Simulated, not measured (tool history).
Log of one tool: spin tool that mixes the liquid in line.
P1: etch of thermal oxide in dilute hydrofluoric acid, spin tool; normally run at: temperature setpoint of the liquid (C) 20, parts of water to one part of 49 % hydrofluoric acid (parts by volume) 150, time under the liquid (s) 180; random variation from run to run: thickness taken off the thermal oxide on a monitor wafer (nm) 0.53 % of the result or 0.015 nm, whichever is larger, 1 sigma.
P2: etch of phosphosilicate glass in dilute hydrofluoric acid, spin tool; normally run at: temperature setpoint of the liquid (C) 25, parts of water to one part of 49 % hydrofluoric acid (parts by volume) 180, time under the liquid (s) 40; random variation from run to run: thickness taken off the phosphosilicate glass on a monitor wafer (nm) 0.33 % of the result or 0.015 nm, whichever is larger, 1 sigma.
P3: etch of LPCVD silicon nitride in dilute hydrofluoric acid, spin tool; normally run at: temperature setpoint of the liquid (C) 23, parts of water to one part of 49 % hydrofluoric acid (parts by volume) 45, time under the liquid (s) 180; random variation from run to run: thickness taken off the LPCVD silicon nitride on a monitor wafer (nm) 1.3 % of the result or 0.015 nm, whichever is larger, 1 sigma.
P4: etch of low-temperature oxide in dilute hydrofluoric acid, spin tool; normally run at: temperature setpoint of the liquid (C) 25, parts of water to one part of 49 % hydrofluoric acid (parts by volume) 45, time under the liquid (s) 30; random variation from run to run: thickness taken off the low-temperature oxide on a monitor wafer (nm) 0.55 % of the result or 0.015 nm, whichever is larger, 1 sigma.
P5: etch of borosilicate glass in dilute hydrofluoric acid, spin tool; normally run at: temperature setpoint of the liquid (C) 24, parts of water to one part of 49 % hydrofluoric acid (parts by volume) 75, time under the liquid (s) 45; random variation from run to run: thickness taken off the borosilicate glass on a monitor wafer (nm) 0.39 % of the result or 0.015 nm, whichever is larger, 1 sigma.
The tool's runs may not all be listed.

run,hour,process that ran,temperature setpoint of the liquid (C),parts of water to one part of 49 % hydrofluoric acid (parts by volume),time under the liquid (s),thickness taken off the thermal oxide on a monitor wafer (nm),thickness taken off the borosilicate glass on a monitor wafer (nm),thickness taken off the low-temperature oxide on a monitor wafer (nm),thickness taken off the phosphosilicate glass on a monitor wafer (nm),thickness taken off the LPCVD silicon nitride on a monitor wafer (nm)
1,10.3,P1,20,150,180,4.8424,,,,
2,24.5,P5,24,75,45,,13.025,,,
3,39.8,P1,20,55,180,14.804,,,,
4,54,P4,32,45,30,,,9.9935,,
5,65.7,P5,29,75,45,,15.854,,,
6,78.3,P5,24,135,45,,6.7649,,,
7,89.9,P1,17,150,180,4.3779,,,,
8,100.8,P2,25,180,40,,,,23.158,
9,115.7,P4,25,75,30,,,4.4245,,
10,128.4,P1,26.5,80,180,12.827,,,,
11,136.1,P1,20,150,180,4.8536,,,,
12,152.7,P1,20,150,180,4.9215,,,,
13,163.4,P2,25,325,40,,,,10.997,
14,172.2,P1,20,265,180,2.456,,,,
15,186.7,P2,19.5,180,40,,,,18.776,
16,198.9,P1,20,150,180,4.7992,,,,
17,215.5,P3,23,45,180,,,,,1.6491
18,227.4,P3,23,45,65,,,,,0.59159
19,236.1,P1,20,150,180,4.8707,,,,
20,246.5,P4,25,45,15,,,3.8124,,
21,260,P1,27.5,150,180,6.5073,,,,
22,275.3,P3,23,75,180,,,,,1.0256
23,291.4,P1,20,150,180,4.8912,,,,
24,300.6,P3,28.5,45,180,,,,,2.37
25,315.4,P2,25,180,15,,,,8.6762,
26,331.7,P1,20,150,25,0.69059,,,,
27,345.3,P5,24,75,70,,20.389,,,
28,355.7,P1,20,150,285,7.7402,,,,
29,365.7,P4,25,45,30,,,7.6981,,
30,379.2,P1,20,150,180,4.8755,,,,
31,390.8,P1,20,150,180,4.7042,,,,
32,402.3,P1,20,150,180,4.6222,,,,
33,415.7,P1,20,150,180,4.5643,,,,
34,427.1,P1,20,150,180,4.5135,,,,
35,441.1,P1,20,150,180,4.4682,,,,
36,455.9,P1,20,150,180,4.4005,,,,
37,468,P1,20,150,180,4.4412,,,,
38,477.8,P1,20,150,180,4.4628,,,,
39,488.1,P1,20,150,180,4.4407,,,,
40,501.7,P1,20,150,180,4.4377,,,,

What P1 gives has crept away from where it was. These 2 causes fit the log equally well, each at the size given:
A: liquid colder than its thermometer reads (K) = 2.44
B: hydrofluoric acid flow below the setpoint (%) = 8.11
The creep began at about hour 379.2.

4 check runs are offered, each on 5 wafers whose results are averaged, their results left as question marks. Which one tells the causes apart?
check 1,515.3,P4,32,45,15,,,?,,
check 2,515.3,P3,23,45,115,,,,,?
check 3,515.3,P2,20,180,15,,,,?,
check 4,515.3,P5,24,135,65,,?,,,

What each check would give under each cause:
check,result,if A,if B
check 1,thickness taken off the low-temperature oxide on a monitor wafer (nm),4.5876,4.6089
check 2,thickness taken off the LPCVD silicon nitride on a monitor wafer (nm),0.8853,0.964
check 3,thickness taken off the phosphosilicate glass on a monitor wafer (nm),6.5144,6.4895
check 4,thickness taken off the borosilicate glass on a monitor wafer (nm),8.8367,8.8109
How far apart the two closest causes lie, in the result that separates them most: check 1 0.46 %; check 2 8.52 %; check 3 0.38 %; check 4 0.29 %
Only check 2 tells the causes apart: in the others they would give nearly the same result.

Then check 2 was run and gave: thickness taken off the LPCVD silicon nitride on a monitor wafer (nm) 0.88405. Which cause is it?

It is A: liquid colder than its thermometer reads (K).
